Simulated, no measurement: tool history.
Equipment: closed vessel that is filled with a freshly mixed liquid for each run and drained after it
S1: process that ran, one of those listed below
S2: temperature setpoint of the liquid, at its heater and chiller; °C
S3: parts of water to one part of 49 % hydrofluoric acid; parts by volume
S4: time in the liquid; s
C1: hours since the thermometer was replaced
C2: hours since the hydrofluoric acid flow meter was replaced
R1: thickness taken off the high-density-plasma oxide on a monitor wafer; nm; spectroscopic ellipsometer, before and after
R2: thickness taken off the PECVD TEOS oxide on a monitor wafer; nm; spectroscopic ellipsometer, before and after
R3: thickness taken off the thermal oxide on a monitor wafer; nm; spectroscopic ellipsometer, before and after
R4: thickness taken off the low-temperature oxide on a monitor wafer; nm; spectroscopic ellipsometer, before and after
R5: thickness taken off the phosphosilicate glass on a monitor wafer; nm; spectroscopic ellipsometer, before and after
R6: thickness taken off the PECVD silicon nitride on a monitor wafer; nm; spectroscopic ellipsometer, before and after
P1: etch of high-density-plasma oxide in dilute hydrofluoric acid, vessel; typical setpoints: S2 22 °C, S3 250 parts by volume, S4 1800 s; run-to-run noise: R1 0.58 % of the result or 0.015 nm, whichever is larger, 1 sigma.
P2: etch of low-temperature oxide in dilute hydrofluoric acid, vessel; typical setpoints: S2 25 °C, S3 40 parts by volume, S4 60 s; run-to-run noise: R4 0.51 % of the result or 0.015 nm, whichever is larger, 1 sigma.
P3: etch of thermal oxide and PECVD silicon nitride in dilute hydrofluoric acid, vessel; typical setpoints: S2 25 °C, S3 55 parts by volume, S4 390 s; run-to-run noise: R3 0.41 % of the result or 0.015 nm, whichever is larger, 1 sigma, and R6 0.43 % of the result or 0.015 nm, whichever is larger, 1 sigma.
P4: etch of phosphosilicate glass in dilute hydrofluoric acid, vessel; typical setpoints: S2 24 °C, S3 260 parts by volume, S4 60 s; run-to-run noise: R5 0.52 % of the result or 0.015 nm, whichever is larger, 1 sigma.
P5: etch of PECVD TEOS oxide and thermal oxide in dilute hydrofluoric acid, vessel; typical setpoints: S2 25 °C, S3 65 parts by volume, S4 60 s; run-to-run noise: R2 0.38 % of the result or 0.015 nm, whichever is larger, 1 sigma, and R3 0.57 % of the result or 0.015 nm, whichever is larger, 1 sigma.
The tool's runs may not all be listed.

run 1 hour=9.1 | S1=P1 S2=22 S3=250 S4=1800 | C1=1694.1 C2=560.3 | R1=29.881
run 2 hour=18.6 | S1=P1 S2=25.5 S3=250 S4=1800 | C1=1703.6 C2=569.8 | R1=33.617
run 3 hour=33.2 | S1=P1 S2=22 S3=250 S4=3065 | C1=1718.2 C2=584.4 | R1=51.012
run 4 hour=40.3 | S1=P1 S2=22 S3=250 S4=775 | C1=1725.3 C2=591.5 | R1=12.837
run 5 hour=53.4 | S1=P5 S2=25 S3=65 S4=30 | C1=1738.4 C2=604.6 | R2=14.57 R3=2.4071
run 6 hour=68.4 | S1=P2 S2=33 S3=40 S4=60 | C1=1753.4 C2=619.6 | R4=69.595
run 7 hour=83.4 | S1=P4 S2=24 S3=260 S4=30 | C1=1768.4 C2=634.6 | R5=17.369
run 8 hour=91.3 | S1=P2 S2=25 S3=40 S4=30 | C1=1776.3 C2=642.5 | R4=25.634
run 9 hour=102.8 | S1=P1 S2=17 S3=250 S4=2710 | C1=1787.8 C2=654 | R1=37.304
run 10 hour=113.4 | S1=P1 S2=22 S3=250 S4=1800 | C1=1798.4 C2=664.6 | R1=29.351
run 11 hour=121.6 | S1=P5 S2=25 S3=65 S4=60 | C1=1806.6 C2=672.8 | R2=29.217 R3=4.7656
run 12 hour=132.2 | S1=P1 S2=22 S3=250 S4=1800 | C1=1817.2 C2=683.4 | R1=29.707
run 13 hour=147.6 | S1=P2 S2=25 S3=20 S4=60 | C1=1832.6 C2=698.8 | R4=104.68
run 14 hour=163.4 | S1=P4 S2=17 S3=260 S4=60 | C1=1848.4 C2=714.6 | R5=26.51
run 15 hour=179 | S1=P1 S2=22 S3=95 S4=1800 | C1=1864 C2=730.2 | R1=92.06
run 16 hour=189.9 | S1=P2 S2=25 S3=40 S4=60 | C1=1874.9 C2=741.1 | R4=50.403
run 17 hour=205.7 | S1=P3 S2=25 S3=55 S4=390 | C1=1890.7 C2=756.9 | R3=36.039 R6=40.759
run 18 hour=214.7 | S1=P5 S2=32.5 S3=65 S4=60 | C1=1899.7 C2=765.9 | R2=39.246 R3=6.404
run 19 hour=225.5 | S1=P4 S2=24 S3=260 S4=60 | C1=1910.5 C2=776.7 | R5=34.422
run 20 hour=236.1 | S1=P3 S2=25 S3=55 S4=740 | C1=1921.1 C2=787.3 | R3=68.453 R6=77.981
run 21 hour=246.8 | S1=P2 S2=25 S3=40 S4=60 | C1=1931.8 C2=798 | R4=50.569
run 22 hour=261.7 | S1=P1 S2=28.5 S3=250 S4=500 | C1=1946.7 C2=812.9 | R1=10.363
run 23 hour=273.8 | S1=P1 S2=17 S3=250 S4=1800 | C1=1958.8 C2=825 | R1=24.724
run 24 hour=284 | S1=P3 S2=20.5 S3=55 S4=390 | C1=1969 C2=835.2 | R3=29.871 R6=29.971
run 25 hour=292.9 | S1=P5 S2=25 S3=115 S4=60 | C1=1977.9 C2=844.1 | R2=15.566 R3=2.557
run 26 hour=303.2 | S1=P5 S2=25 S3=65 S4=60 | C1=1988.2 C2=854.4 | R2=29.043 R3=4.8046
run 27 hour=315.8 | S1=P1 S2=22 S3=250 S4=1800 | C1=2000.8 C2=867 | R1=29.706
run 28 hour=324.6 | S1=P1 S2=26.5 S3=250 S4=3190 | C1=2009.6 C2=875.8 | R1=62.018
run 29 hour=335.4 | S1=P3 S2=25 S3=55 S4=390 | C1=2020.4 C2=886.6 | R3=36.096 R6=41.107
run 30 hour=344.8 | S1=P3 S2=25 S3=20 S4=390 | C1=2029.8 C2=896 | R3=104.15 R6=109.27
run 31 hour=352.3 | S1=P1 S2=22 S3=390 S4=1800 | C1=2037.3 C2=903.5 | R1=16.677
run 32 hour=367.2 | S1=P4 S2=24 S3=140 S4=60 | C1=2052.2 C2=918.4 | R5=72.767
run 33 hour=377.3 | S1=P1 S2=22 S3=250 S4=1800 | C1=2062.3 C2=928.5 | R1=29.435
run 34 hour=384.9 | S1=P1 S2=22 S3=250 S4=1800 | C1=2069.9 C2=936.1 | R1=30.195
run 35 hour=395.5 | S1=P1 S2=22 S3=250 S4=1800 | C1=2080.5 C2=946.7 | R1=30.429
run 36 hour=405.4 | S1=P1 S2=22 S3=250 S4=1800 | C1=2090.4 C2=956.6 | R1=30.959
run 37 hour=413.6 | S1=P1 S2=22 S3=250 S4=1800 | C1=2098.6 C2=964.8 | R1=30.955
run 38 hour=426.8 | S1=P1 S2=22 S3=250 S4=1800 | C1=2111.8 C2=978 | R1=31.215
run 39 hour=437.9 | S1=P1 S2=22 S3=250 S4=1800 | C1=2122.9 C2=989.1 | R1=31.234
run 40 hour=447.9 | S1=P1 S2=22 S3=250 S4=1800 | C1=2132.9 C2=999.1 | R1=31.201
run 41 hour=456 | S1=P1 S2=22 S3=250 S4=1800 | C1=2141 C2=1007.2 | R1=31.358
run 42 hour=464.6 | S1=P1 S2=22 S3=250 S4=1800 | C1=2149.6 C2=1015.8 | R1=31.314

Compared with where it was, what P1 gives has crept away. Each cause listed below fits the log as well as the rest, at the size given for it:
A: liquid hotter than its thermometer reads (K) = 1.39
B: hydrofluoric acid flow above the setpoint (%) = 4.14
The process output started creeping at around hour 377.3.

Each of the 4 check runs below uses one wafer; its results are left as question marks. Which run tells the causes apart?
run check 1 hour=473.2 | S1=P2 S2=32.5 S3=40 S4=30 | R4=?
run check 2 hour=473.2 | S1=P4 S2=17 S3=260 S4=35 | R5=?
run check 3 hour=473.2 | S1=P5 S2=32.5 S3=110 S4=60 | R2=? R3=?
run check 4 hour=473.2 | S1=P3 S2=25 S3=55 S4=665 | R3=? R6=?

Check results expected under each cause:
check=check_1 result=R4 if_A=36.172 if_B=35.793
check=check_2 result=R5 if_A=16.368 if_B=16.307
check=check_3 result=R2 if_A=22.724 if_B=22.653
check=check_3 result=R3 if_A=3.7291 if_B=3.7175
check=check_4 result=R3 if_A=65.044 if_B=64.229
check=check_4 result=R6 if_A=76.694 if_B=72.776
Smallest distance between any two causes, each pair judged by its most separating result, in per cent: check 1 1.05 %; check 2 0.37 %; check 3 0.31 %; check 4 5.24 %
Only check 4 tells the causes apart: in the others they would give nearly the same result.

Check 4 was carried out, with these results: R3 65.238 nm; R6 76.573 nm. Which of the listed causes is responsible?

A is the cause: liquid hotter than its thermometer reads (K).

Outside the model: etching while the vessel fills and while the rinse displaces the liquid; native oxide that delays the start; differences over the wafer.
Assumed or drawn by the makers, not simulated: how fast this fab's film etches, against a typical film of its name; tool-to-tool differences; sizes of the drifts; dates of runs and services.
